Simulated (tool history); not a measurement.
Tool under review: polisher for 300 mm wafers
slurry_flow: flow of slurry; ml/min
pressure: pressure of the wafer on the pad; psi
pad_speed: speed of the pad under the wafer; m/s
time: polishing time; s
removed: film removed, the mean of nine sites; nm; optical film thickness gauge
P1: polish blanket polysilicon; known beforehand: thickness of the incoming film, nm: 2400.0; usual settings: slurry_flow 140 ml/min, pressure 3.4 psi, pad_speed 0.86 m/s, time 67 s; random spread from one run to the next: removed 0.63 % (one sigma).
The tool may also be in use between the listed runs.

| run | hour | slurry_flow | pressure | pad_speed | time | wafers polished on this pad | hours since the slurry nozzle was cleaned | hours since the head pressure was calibrated | removed |
|---|---|---|---|---|---|---|---|---|---|
| 1 | 18.1 | 140 | 3.4 | 0.86 | 67 | 845 | 179.1 | 808.5 | 535.81 |
| 2 | 34.5 | 140 | 3.4 | 1.14 | 67 | 1035 | 195.5 | 824.9 | 717.53 |
| 3 | 49.4 | 215 | 3.4 | 0.86 | 67 | 1208 | 210.4 | 839.8 | 582.9 |
| 4 | 64.4 | 140 | 3.4 | 0.58 | 67 | 1381 | 225.4 | 854.8 | 367.22 |
| 5 | 81.9 | 85 | 3.4 | 0.86 | 67 | 1584 | 242.9 | 872.3 | 478.22 |
| 6 | 97.8 | 140 | 3.4 | 0.86 | 67 | 1768 | 258.8 | 888.2 | 542.47 |
| 7 | 116.3 | 140 | 5.4 | 0.86 | 67 | 1983 | 277.3 | 906.7 | 855.11 |
| 8 | 127 | 140 | 3.4 | 0.86 | 67 | 2107 | 288 | 917.4 | 532.83 |
| 9 | 138.5 | 140 | 3.4 | 0.86 | 31 | 2240 | 299.5 | 928.9 | 248.31 |
| 10 | 151.7 | 85 | 3.4 | 0.86 | 99 | 2393 | 312.7 | 942.1 | 707.3 |
| 11 | 164.2 | 140 | 3.4 | 0.86 | 67 | 2538 | 325.2 | 954.6 | 540.49 |
| 12 | 176.6 | 140 | 3.4 | 0.86 | 100 | 2681 | 337.6 | 967 | 807.03 |
| 13 | 190.6 | 140 | 1.7 | 0.86 | 67 | 2843 | 351.6 | 981 | 272.17 |
| 14 | 204.6 | 140 | 3.4 | 0.86 | 67 | 3006 | 365.6 | 995 | 533.85 |
| 15 | 218.5 | 140 | 3.4 | 0.86 | 67 | 3167 | 379.5 | 1008.9 | 536.99 |
| 16 | 236.2 | 85 | 3.4 | 1.28 | 67 | 3372 | 397.2 | 1026.6 | 712.86 |
| 17 | 244.5 | 140 | 3.4 | 0.86 | 67 | 3468 | 405.5 | 1034.9 | 539.74 |
| 18 | 260 | 140 | 3.4 | 0.86 | 67 | 3647 | 421 | 1050.4 | 526.9 |
| 19 | 271.6 | 140 | 3.4 | 0.86 | 67 | 3782 | 432.6 | 1062 | 523.52 |

What does the tool deliver on the next run?
| 20 | 286.9 | 140 | 3.4 | 0.86 | 67 | 3959 | 447.9 | 1077.3 | ? |

{"run 20": {"removed": 506.05}}

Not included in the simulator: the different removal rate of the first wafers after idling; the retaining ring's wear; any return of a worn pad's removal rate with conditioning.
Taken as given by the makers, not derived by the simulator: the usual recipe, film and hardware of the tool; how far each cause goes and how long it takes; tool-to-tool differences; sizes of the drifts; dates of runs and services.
